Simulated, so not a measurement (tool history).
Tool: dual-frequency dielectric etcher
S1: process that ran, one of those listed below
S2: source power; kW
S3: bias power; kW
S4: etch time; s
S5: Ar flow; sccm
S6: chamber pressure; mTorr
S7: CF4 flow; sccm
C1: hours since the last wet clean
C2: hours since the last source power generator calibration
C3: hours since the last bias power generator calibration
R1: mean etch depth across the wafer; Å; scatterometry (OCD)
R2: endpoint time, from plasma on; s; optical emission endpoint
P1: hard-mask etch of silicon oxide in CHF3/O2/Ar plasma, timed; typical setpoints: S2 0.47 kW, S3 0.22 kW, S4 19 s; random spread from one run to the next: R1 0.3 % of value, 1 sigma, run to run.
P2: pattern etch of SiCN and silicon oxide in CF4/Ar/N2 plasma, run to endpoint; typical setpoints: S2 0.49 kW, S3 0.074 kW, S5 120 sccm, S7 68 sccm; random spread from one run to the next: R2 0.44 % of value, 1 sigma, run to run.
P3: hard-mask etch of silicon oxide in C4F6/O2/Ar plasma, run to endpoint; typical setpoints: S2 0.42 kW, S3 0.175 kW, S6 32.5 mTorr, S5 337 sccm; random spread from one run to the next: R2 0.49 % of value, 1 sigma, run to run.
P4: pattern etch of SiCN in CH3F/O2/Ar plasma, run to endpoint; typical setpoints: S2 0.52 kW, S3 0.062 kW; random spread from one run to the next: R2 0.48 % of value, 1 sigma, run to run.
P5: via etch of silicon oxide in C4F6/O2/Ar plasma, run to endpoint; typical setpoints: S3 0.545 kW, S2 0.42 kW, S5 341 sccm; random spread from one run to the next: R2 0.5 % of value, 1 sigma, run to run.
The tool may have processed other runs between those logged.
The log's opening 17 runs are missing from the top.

run 18 day=4.492 | S1=P5 S2=0.33 S3=0.545 S5=341 | C1=481.9 C2=1584 C3=1682.4 | R2=26.108
run 19 day=4.675 | S1=P2 S2=0.49 S3=0.074 S5=120 S7=68 | C1=486.3 C2=1588.4 C3=1686.8 | R2=15.985
run 20 day=4.933 | S1=P4 S2=0.52 S3=0.044 | C1=492.5 C2=1594.6 C3=1693 | R2=15.788
run 21 day=5.096 | S1=P1 S2=0.47 S3=0.312 S4=19 | C1=496.4 C2=1598.5 C3=1696.9 | R1=425.54
run 22 day=5.438 | S1=P1 S2=0.47 S3=0.139 S4=19 | C1=504.6 C2=1606.7 C3=1705.1 | R1=319.53
run 23 day=5.7 | S1=P1 S2=0.47 S3=0.22 S4=25.5 | C1=510.9 C2=1613 C3=1711.4 | R1=503.77
run 24 day=6.025 | S1=P2 S2=0.49 S3=0.096 S5=120 S7=68 | C1=518.7 C2=1620.8 C3=1719.2 | R2=14.524
run 25 day=6.188 | S1=P5 S2=0.42 S3=0.545 S5=209 | C1=522.6 C2=1624.7 C3=1723.1 | R2=22.833

Predict the results of run 26:
run 26 day=6.4 | S1=P1 S2=0.63 S3=0.22 S4=11 | C1=527.7 C2=1629.8 C3=1728.2 | R1=?

R1: 242.75 Å

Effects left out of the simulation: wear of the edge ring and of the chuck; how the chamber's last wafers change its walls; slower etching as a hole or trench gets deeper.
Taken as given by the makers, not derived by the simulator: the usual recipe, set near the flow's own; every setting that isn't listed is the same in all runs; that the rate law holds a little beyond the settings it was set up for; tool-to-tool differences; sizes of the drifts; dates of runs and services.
